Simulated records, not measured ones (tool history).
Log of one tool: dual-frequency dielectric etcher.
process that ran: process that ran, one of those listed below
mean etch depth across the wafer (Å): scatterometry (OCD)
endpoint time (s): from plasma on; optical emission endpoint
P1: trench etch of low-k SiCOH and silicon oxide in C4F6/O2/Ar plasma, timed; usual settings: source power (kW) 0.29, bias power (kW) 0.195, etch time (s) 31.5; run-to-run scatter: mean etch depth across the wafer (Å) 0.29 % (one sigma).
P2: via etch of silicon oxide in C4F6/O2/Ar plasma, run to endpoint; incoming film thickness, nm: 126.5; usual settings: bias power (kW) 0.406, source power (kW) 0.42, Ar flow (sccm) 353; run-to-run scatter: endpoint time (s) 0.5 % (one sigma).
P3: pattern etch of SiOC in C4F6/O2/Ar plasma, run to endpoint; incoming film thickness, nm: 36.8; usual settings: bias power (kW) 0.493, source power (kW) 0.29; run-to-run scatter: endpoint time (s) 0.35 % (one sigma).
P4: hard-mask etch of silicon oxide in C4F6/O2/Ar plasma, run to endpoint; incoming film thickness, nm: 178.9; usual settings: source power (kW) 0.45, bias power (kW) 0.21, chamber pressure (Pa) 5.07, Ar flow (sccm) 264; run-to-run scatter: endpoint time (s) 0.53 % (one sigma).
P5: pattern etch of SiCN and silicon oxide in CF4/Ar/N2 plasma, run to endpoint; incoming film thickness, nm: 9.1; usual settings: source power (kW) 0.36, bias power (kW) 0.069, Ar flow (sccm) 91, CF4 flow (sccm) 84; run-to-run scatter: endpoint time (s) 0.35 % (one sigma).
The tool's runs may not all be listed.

| run | hour | process that ran | source power (kW) | bias power (kW) | etch time (s) | Ar flow (sccm) | CF4 flow (sccm) | chamber pressure (Pa) | hours since the last wet clean | hours since the last source power generator calibration | hours since the last bias power generator calibration | mean etch depth across the wafer (Å) | endpoint time (s) |
|---|---|---|---|---|---|---|---|---|---|---|---|---|---|
| 1 | 7.3 | P1 | 0.29 | 0.195 | 31.5 |  |  |  | 69.9 | 1265.8 | 2188.5 | 849.99 |  |
| 2 | 15.3 | P5 | 0.29 | 0.069 |  | 91 | 84 |  | 77.9 | 1273.8 | 2196.5 |  | 15.308 |
| 3 | 28.1 | P5 | 0.36 | 0.069 |  | 109 | 84 |  | 90.7 | 1286.6 | 2209.3 |  | 12.936 |
| 4 | 39.2 | P2 | 0.42 | 0.406 |  | 428 |  |  | 101.8 | 1297.7 | 2220.4 |  | 30.343 |
| 5 | 49.6 | P1 | 0.29 | 0.195 | 31.5 |  |  |  | 112.2 | 1308.1 | 2230.8 | 847.31 |  |
| 6 | 59.3 | P3 | 0.29 | 0.493 |  |  |  |  | 121.9 | 1317.8 | 2240.5 |  | 13.915 |
| 7 | 70.2 | P1 | 0.29 | 0.195 | 31.5 |  |  |  | 132.8 | 1328.7 | 2251.4 | 851.2 |  |
| 8 | 81.8 | P1 | 0.29 | 0.195 | 23 |  |  |  | 144.4 | 1340.3 | 2263 | 624.83 |  |
| 9 | 92.4 | P3 | 0.19 | 0.493 |  |  |  |  | 155 | 1350.9 | 2273.6 |  | 16.189 |
| 10 | 98.2 | P2 | 0.42 | 0.406 |  | 353 |  |  | 160.8 | 1356.7 | 2279.4 |  | 30.001 |
| 11 | 109.1 | P1 | 0.22 | 0.195 | 31.5 |  |  |  | 171.7 | 1367.6 | 2290.3 | 761.85 |  |
| 12 | 122 | P2 | 0.42 | 0.522 |  | 353 |  |  | 184.6 | 1380.5 | 2303.2 |  | 27.351 |
| 13 | 133.1 | P4 | 0.45 | 0.126 |  | 264 |  | 5.07 | 195.7 | 1391.6 | 2314.3 |  | 61.105 |
| 14 | 144.1 | P1 | 0.29 | 0.195 | 31.5 |  |  |  | 206.7 | 1402.6 | 2325.3 | 848.32 |  |
| 15 | 153.6 | P4 | 0.45 | 0.21 |  | 264 |  | 5.07 | 216.2 | 1412.1 | 2334.8 |  | 52.132 |
| 16 | 162.7 | P1 | 0.36 | 0.195 | 31.5 |  |  |  | 225.3 | 1421.2 | 2343.9 | 923.48 |  |
| 17 | 169.3 | P5 | 0.36 | 0.046 |  | 91 | 84 |  | 231.9 | 1427.8 | 2350.5 |  | 14.271 |
| 18 | 179.7 | P2 | 0.42 | 0.406 |  | 353 |  |  | 242.3 | 1438.2 | 2360.9 |  | 29.665 |
| 19 | 186.8 | P1 | 0.29 | 0.233 | 18.5 |  |  |  | 249.4 | 1445.3 | 2368 | 530.24 |  |
| 20 | 195.2 | P4 | 0.45 | 0.21 |  | 264 |  | 5.07 | 257.8 | 1453.7 | 2376.4 |  | 52.32 |
| 21 | 207.7 | P5 | 0.36 | 0.069 |  | 91 | 117 |  | 270.3 | 1466.2 | 2388.9 |  | 12.008 |
| 22 | 217.1 | P4 | 0.45 | 0.21 |  | 366 |  | 5.07 | 279.7 | 1475.6 | 2398.3 |  | 53.762 |
| 23 | 228.2 | P3 | 0.29 | 0.493 |  |  |  |  | 290.8 | 1486.7 | 2409.4 |  | 13.906 |
| 24 | 237.7 | P1 | 0.29 | 0.251 | 31.5 |  |  |  | 300.3 | 1496.2 | 2418.9 | 926.72 |  |
| 25 | 247.3 | P1 | 0.29 | 0.152 | 31.5 |  |  |  | 309.9 | 1505.8 | 2428.5 | 792.06 |  |
| 26 | 254.4 | P5 | 0.36 | 0.069 |  | 91 | 84 |  | 317 | 1512.9 | 2435.6 |  | 12.569 |
| 27 | 263.1 | P3 | 0.29 | 0.349 |  |  |  |  | 325.7 | 1521.6 | 2444.3 |  | 15.979 |
| 28 | 272.8 | P4 | 0.45 | 0.21 |  | 264 |  | 3.8 | 335.4 | 1531.3 | 2454 |  | 50.533 |
| 29 | 280.1 | P2 | 0.25 | 0.406 |  | 353 |  |  | 342.7 | 1538.6 | 2461.3 |  | 36.184 |
| 30 | 288.8 | P1 | 0.29 | 0.195 | 31.5 |  |  |  | 351.4 | 1547.3 | 2470 | 850.12 |  |
| 31 | 299.2 | P1 | 0.29 | 0.195 | 40 |  |  |  | 361.8 | 1557.7 | 2480.4 | 1076.7 |  |
| 32 | 312.6 | P1 | 0.29 | 0.195 | 31.5 |  |  |  | 375.2 | 1571.1 | 2493.8 | 846.98 |  |

Run 33 comes next. What will it give?
| 33 | 322.7 | P4 | 0.61 | 0.21 |  | 264 |  | 5.07 | 385.3 | 1581.2 | 2503.9 |  | ? |

{"run 33": {"endpoint time (s)": 46.399}}
